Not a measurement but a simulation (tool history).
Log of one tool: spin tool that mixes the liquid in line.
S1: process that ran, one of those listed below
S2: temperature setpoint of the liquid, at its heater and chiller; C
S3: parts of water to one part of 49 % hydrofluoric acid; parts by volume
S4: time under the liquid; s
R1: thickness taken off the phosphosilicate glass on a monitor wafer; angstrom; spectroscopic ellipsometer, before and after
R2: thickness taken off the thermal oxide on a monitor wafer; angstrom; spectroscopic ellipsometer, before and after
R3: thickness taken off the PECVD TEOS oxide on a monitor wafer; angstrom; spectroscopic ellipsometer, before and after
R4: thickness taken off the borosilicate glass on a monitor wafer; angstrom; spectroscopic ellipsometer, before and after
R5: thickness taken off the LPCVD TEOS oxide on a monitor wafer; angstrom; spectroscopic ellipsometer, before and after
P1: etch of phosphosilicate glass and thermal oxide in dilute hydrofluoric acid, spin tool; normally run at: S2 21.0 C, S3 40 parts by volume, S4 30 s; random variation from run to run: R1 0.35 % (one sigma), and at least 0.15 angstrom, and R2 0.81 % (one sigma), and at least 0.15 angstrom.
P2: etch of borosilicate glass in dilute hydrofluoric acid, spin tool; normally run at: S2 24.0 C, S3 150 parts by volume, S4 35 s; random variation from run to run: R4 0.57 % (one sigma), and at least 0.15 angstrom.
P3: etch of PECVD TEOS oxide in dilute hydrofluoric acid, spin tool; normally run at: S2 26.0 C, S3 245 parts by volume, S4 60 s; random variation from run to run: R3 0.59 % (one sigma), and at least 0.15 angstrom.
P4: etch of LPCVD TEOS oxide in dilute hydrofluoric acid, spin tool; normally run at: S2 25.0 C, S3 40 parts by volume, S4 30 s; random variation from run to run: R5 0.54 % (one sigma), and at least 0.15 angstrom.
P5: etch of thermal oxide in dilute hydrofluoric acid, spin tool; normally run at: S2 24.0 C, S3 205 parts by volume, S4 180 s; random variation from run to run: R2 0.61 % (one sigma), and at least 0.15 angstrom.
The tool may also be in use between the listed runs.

| run | hour | S1 | S2 | S3 | S4 | R1 | R2 | R3 | R4 | R5 |
|---|---|---|---|---|---|---|---|---|---|---|
| 1 | 3.1 | P1 | 21.0 | 40 | 30 | 987.62 | 33.171 |  |  |  |
| 2 | 7.2 | P3 | 26.0 | 410 | 60 |  |  | 25.250 |  |  |
| 3 | 10.4 | P5 | 24.0 | 50 | 180 |  | 178.070 |  |  |  |
| 4 | 13.2 | P3 | 26.0 | 245 | 60 |  |  | 49.649 |  |  |
| 5 | 16.4 | P2 | 24.0 | 30 | 35 |  |  |  | 319.200 |  |
| 6 | 18.8 | P1 | 21.0 | 40 | 30 | 986.41 | 33.578 |  |  |  |
| 7 | 23.0 | P4 | 25.0 | 70 | 30 |  |  |  |  | 253.21 |
| 8 | 25.4 | P1 | 21.0 | 70 | 30 | 544.23 | 18.087 |  |  |  |
| 9 | 29.9 | P3 | 26.0 | 245 | 15 |  |  | 12.278 |  |  |
| 10 | 33.2 | P1 | 21.0 | 40 | 55 | 1813.90 | 60.247 |  |  |  |
| 11 | 37.5 | P1 | 21.0 | 25 | 15 | 798.06 | 26.864 |  |  |  |
| 12 | 39.9 | P4 | 25.0 | 40 | 30 |  |  |  |  | 457.53 |
| 13 | 43.2 | P4 | 25.0 | 40 | 15 |  |  |  |  | 229.86 |
| 14 | 46.9 | P4 | 25.0 | 40 | 30 |  |  |  |  | 461.45 |
| 15 | 51.0 | P1 | 26.0 | 40 | 30 | 1212.50 | 40.139 |  |  |  |
| 16 | 53.7 | P1 | 17.0 | 40 | 30 | 826.86 | 27.719 |  |  |  |
| 17 | 58.0 | P1 | 21.0 | 40 | 30 | 986.36 | 32.582 |  |  |  |
| 18 | 60.5 | P1 | 21.0 | 40 | 15 | 491.94 | 16.480 |  |  |  |
| 19 | 63.6 | P3 | 26.0 | 245 | 60 |  |  | 49.462 |  |  |
| 20 | 66.1 | P4 | 32.5 | 40 | 30 |  |  |  |  | 619.23 |
| 21 | 70.1 | P3 | 21.5 | 245 | 60 |  |  | 42.529 |  |  |
| 22 | 74.3 | P2 | 24.0 | 150 | 35 |  |  |  | 55.341 |  |
| 23 | 77.4 | P2 | 32.5 | 150 | 35 |  |  |  | 76.127 |  |
| 24 | 79.6 | P5 | 24.0 | 205 | 180 |  | 36.153 |  |  |  |
| 25 | 81.7 | P1 | 21.0 | 20 | 30 | 2023.40 | 67.503 |  |  |  |
| 26 | 84.7 | P5 | 24.0 | 205 | 360 |  | 72.281 |  |  |  |
| 27 | 89.5 | P2 | 24.0 | 150 | 15 |  |  |  | 23.677 |  |
| 28 | 91.9 | P1 | 21.0 | 40 | 30 | 981.64 | 33.005 |  |  |  |
| 29 | 96.7 | P1 | 21.0 | 40 | 30 | 985.87 | 32.632 |  |  |  |
| 30 | 100.7 | P5 | 32.0 | 205 | 180 |  | 47.912 |  |  |  |
| 31 | 105.4 | P5 | 24.0 | 205 | 180 |  | 36.230 |  |  |  |
| 32 | 109.8 | P1 | 21.0 | 40 | 30 | 988.70 | 32.951 |  |  |  |
| 33 | 112.4 | P1 | 21.0 | 40 | 30 | 954.02 | 31.493 |  |  |  |
| 34 | 115.8 | P1 | 21.0 | 40 | 30 | 923.05 | 30.835 |  |  |  |
| 35 | 119.8 | P1 | 21.0 | 40 | 30 | 913.72 | 30.366 |  |  |  |
| 36 | 122.3 | P1 | 21.0 | 40 | 30 | 905.25 | 30.558 |  |  |  |
| 37 | 124.7 | P1 | 21.0 | 40 | 30 | 908.86 | 30.102 |  |  |  |
| 38 | 128.7 | P1 | 21.0 | 40 | 30 | 904.35 | 29.563 |  |  |  |
| 39 | 131.4 | P1 | 21.0 | 40 | 30 | 904.91 | 30.236 |  |  |  |

What P1 gives has crept away from where it was. These 2 causes fit the log equally well, each at the size given:
A: hydrofluoric acid flow below the setpoint (%) = 8.25
B: liquid colder than its thermometer reads (K) = 2.12
The creep began at about hour 109.8.

4 check runs are offered, each on 2 wafers whose results are averaged, their results left as question marks. Which one tells the causes apart?
| check 1 | 134.1 | P3 | 26.0 | 345 | 60 |  |  | ? |  |  |
| check 2 | 134.1 | P4 | 31.5 | 40 | 15 |  |  |  |  | ? |
| check 3 | 134.1 | P2 | 27.5 | 40 | 35 |  |  |  | ? |  |
| check 4 | 134.1 | P5 | 24.0 | 55 | 180 |  | ? |  |  |  |

What each check would give under each cause:
| check | result | if A | if B |
|---|---|---|---|
| check 1 | R3 | 28.437 | 29.747 |
| check 2 | R5 | 272.22 | 274.48 |
| check 3 | R4 | 250.660 | 251.940 |
| check 4 | R2 | 147.080 | 147.820 |
How far apart the two closest causes lie, in the result that separates them most: check 1 4.5 %; check 2 0.83 %; check 3 0.51 %; check 4 0.5 %
Check 1 tells the causes apart: in the others they would give nearly the same result.

Check 1 was then run and gave: R3 28.287 angstrom. Which cause is it?

It is A: hydrofluoric acid flow below the setpoint (%).
